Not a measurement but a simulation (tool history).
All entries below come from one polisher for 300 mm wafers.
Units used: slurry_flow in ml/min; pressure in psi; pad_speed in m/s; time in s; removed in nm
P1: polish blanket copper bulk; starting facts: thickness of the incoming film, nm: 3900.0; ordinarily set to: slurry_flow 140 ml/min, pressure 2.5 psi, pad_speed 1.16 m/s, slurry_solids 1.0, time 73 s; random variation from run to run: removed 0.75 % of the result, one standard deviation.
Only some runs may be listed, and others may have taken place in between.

run,hour,slurry_flow,pressure,pad_speed,slurry_solids,time,wafers polished on this pad,hours since the slurry nozzle was cleaned,hours since the head pressure was calibrated,hours since the slurry blender was calibrated,removed
1,6.5,140,2.5,1.16,1.0,73,945,80.2,481.2,136.4,777.69
2,12.1,140,2.5,1.16,1.0,73,1009,85.8,486.8,142.0,775.62
3,24.2,140,2.5,1.16,1.0,73,1147,97.9,498.9,154.1,772.81
# hour 34.4: head pressure recalibrated
4,35.3,140,1.5,0.86,1.0,73,1273,109.0,0.9,165.2,347.65
5,46.1,140,1.1,1.16,1.0,73,1396,119.8,11.7,176.0,339.69
6,57.5,140,2.5,1.78,1.0,73,1525,131.2,23.1,187.4,1191.40
7,64.2,85,2.5,1.80,1.0,73,1602,137.9,29.8,194.1,1070.90
8,76.9,140,2.5,1.16,1.0,114,1746,150.6,42.5,206.8,1207.50
9,83.9,140,2.5,1.16,1.0,73,1826,157.6,49.5,213.8,779.38
10,94.7,85,2.5,1.16,1.0,73,1949,168.4,60.3,224.6,687.12
11,106.0,140,2.5,1.16,1.0,73,2077,179.7,71.6,235.9,770.65
12,113.2,140,2.5,0.56,1.0,73,2159,186.9,78.8,243.1,374.72
13,122.7,140,4.0,1.16,1.0,73,2267,196.4,88.3,252.6,1243.00
14,131.8,200,2.5,1.16,1.0,73,2371,205.5,97.4,261.7,824.36
15,138.7,140,2.5,1.16,1.0,33,2449,212.4,104.3,268.6,350.06
16,146.1,140,2.5,1.16,0.6,73,2533,219.8,111.7,276.0,704.73
17,153.3,140,2.5,1.16,1.4,73,2615,227.0,118.9,283.2,830.48
18,161.4,140,2.5,1.76,1.2,73,2707,235.1,127.0,291.3,1226.10
19,169.7,140,2.5,1.16,1.0,73,2802,243.4,135.3,299.6,771.87
20,178.4,140,2.5,1.16,1.0,73,2901,252.1,144.0,308.3,756.06
21,184.7,140,2.5,1.16,1.0,73,2972,258.4,150.3,314.6,736.41
22,196.3,140,2.5,1.16,1.0,73,3104,270.0,161.9,326.2,724.30
23,207.1,140,2.5,1.16,1.0,73,3227,280.8,172.7,337.0,705.50
# hour 215.7: worn pad replaced by a new one
24,216.2,140,2.5,1.16,1.0,73,6,289.9,181.8,346.1,704.85
# hour 227.5: slurry blender recalibrated
25,229.0,140,2.5,1.16,1.0,73,152,302.7,194.6,1.6,700.65
26,236.1,140,2.5,1.16,1.0,73,233,309.8,201.7,8.7,703.65
27,248.1,140,2.5,1.16,1.0,73,369,321.8,213.7,20.7,703.90
28,259.0,140,2.5,1.16,1.0,73,493,332.7,224.6,31.6,704.42
29,268.1,140,2.5,1.16,1.0,73,597,341.8,233.7,40.7,704.38
30,274.6,140,2.5,1.16,1.0,73,671,348.3,240.2,47.2,694.14

Something has made what P1 gives creep away from where it was; the 2 causes below, each at its own stated size, fit the log equally well:
A: slurry flow missing at the pad, % = 38.2
B: head's pressure below its setpoint, % = 10.5
Creep in the process output first set in at about hour 169.7.
What rules out each remaining cause:
removal rate lost through wear of the pad, %: its service at hour 215.7 followed the start of the drift and did not put the process back to its old value
abrasive missing from the slurry, %: its service at hour 227.5 followed the start of the drift and did not put the process back to its old value

The check runs listed below each take one wafer, and their results are still question marks. Under which run would the listed causes lead to clearly different results?
check 1,281.1,140,2.5,0.64,1.4,73,,,,,?
check 2,281.1,140,1.1,1.16,1.0,114,,,,,?
check 3,281.1,140,3.2,1.16,1.0,73,,,,,?
check 4,281.1,85,2.5,1.16,0.6,73,,,,,?

Outcome of each check run for each possible cause:
check,result,if A,if B
check 1,removed,413.15,413.06
check 2,removed,478.06,477.96
check 3,removed,890.55,890.37
check 4,removed,525.25,557.20
Distance between the nearest two causes, measured in the result of the check that separates them most: check 1 0.02 %; check 2 0.02 %; check 3 0.02 %; check 4 5.9 %
Check 4 tells the causes apart: in the others they would give nearly the same result.

After running check 4, the following was obtained: removed 553.26 nm. Which cause does this point to?

B is the cause: head's pressure below its setpoint, %.
